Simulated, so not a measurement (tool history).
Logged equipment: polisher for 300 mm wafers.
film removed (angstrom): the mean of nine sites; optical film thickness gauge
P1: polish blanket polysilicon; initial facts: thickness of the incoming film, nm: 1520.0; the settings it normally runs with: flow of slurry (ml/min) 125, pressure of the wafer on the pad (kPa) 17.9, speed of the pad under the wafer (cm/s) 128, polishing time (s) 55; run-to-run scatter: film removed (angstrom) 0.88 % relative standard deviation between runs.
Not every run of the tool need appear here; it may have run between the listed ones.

run  hour  flow of slurry (ml/min)  pressure of the wafer on the pad (kPa)  speed of the pad under the wafer (cm/s)  polishing time (s)  wafers polished on this pad  hours since the slurry nozzle was cleaned  hours since the head pressure was calibrated  film removed (angstrom)
  1   3.7                      125                                    17.9                                      128                  55                          135                                      362.4                                         417.7                   5707.9
  2   7.7                      125                                    17.9                                      128                  29                          177                                      366.4                                         421.7                   3003.2
  3  10.6                      125                                    17.9                                      180                  55                          208                                      369.3                                         424.6                   8044.0
  4  14.4                      125                                    22.8                                      128                  55                          248                                      373.1                                         428.4                   7364.7
  5  16.7                      165                                    17.9                                      128                  55                          272                                      375.4                                         430.7                   6129.2
  6  21.1                      125                                    17.9                                      128                  55                          318                                      379.8                                         435.1                   5760.2
     24.1  -- slurry nozzle cleaned
  7  25.2                      125                                    17.9                                      128                  55                          361                                        1.2                                         439.2                   5786.9
  8  28.8                      125                                     8.3                                      128                  74                          399                                        4.8                                         442.8                   3525.5
  9  31.5                      125                                     8.3                                      128                  55                          428                                        7.5                                         445.5                   2624.2
 10  35.1                       75                                    17.9                                      128                  55                          466                                       11.1                                         449.1                   5035.4
 11  39.8                      125                                    17.9                                      128                  84                          515                                       15.8                                         453.8                   8819.6
 12  43.2                      125                                    17.9                                       62                  55                          551                                       19.2                                         457.2                   2793.9
 13  46.1                      125                                    17.9                                      128                  55                          582                                       22.1                                         460.1                   5814.8
 14  49.1                      125                                    17.9                                      128                  55                          613                                       25.1                                         463.1                   5787.4
 15  53.1                      125                                    17.9                                      128                  55                          655                                       29.1                                         467.1                   5406.5
 16  55.9                      125                                    17.9                                      128                  55                          685                                       31.9                                         469.9                   5230.4
     58.1  -- worn pad replaced by a new one
 17  59.4                      125                                    17.9                                      128                  55                           13                                       35.4                                         473.4                   5226.3
 18  62.4                      125                                    17.9                                      128                  55                           45                                       38.4                                         476.4                   5153.9
 19  64.6                      125                                    17.9                                      128                  55                           68                                       40.6                                         478.6                   5162.1
 20  68.6                      125                                    17.9                                      128                  55                          110                                       44.6                                         482.6                   5068.2

P1 has crept away from where it was. The log is fitted equally well by each of these 2 causes, at the sizes shown:
A: head's pressure below its setpoint, % = 10.1
B: slurry flow missing at the pad, % = 34.9
The creep began at about hour 49.1.
Excluded causes, each with its reason:
removal rate lost through wear of the pad, %: serviced at hour 58.1, after the drift had started, without restoring the earlier output

Each of the check runs listed below is run on 2 wafers and reports their average, with the results left as question marks. Pick the one under which the possible causes would lead to clearly different results.
check 1  72.6                      125                                    14.5                                      128                  55                                                                                                                                              ?
check 2  72.6                       75                                    17.9                                      128                  55                                                                                                                                              ?
check 3  72.6                      125                                    11.0                                      128                  30                                                                                                                                              ?
check 4  72.6                      125                                    17.9                                       88                  67                                                                                                                                              ?

Check results expected under each cause:
  check                   result    if A    if B
check 1  film removed (angstrom)  4162.5  4163.6
check 2  film removed (angstrom)  4519.6  4269.4
check 3  film removed (angstrom)  1729.9  1730.3
check 4  film removed (angstrom)  4316.1  4317.3
Gap, in per cent, between the two causes that each check separates least, read from the result that separates them most: check 1 0.03 %; check 2 5.69 %; check 3 0.03 %; check 4 0.03 %
The other checks would show nearly matching results whichever cause is true, so check 2 is the only one that separates the causes.

Check 2 was then run and gave: film removed (angstrom) 4514.2. Which cause is it?

The cause is A: head's pressure below its setpoint, %.
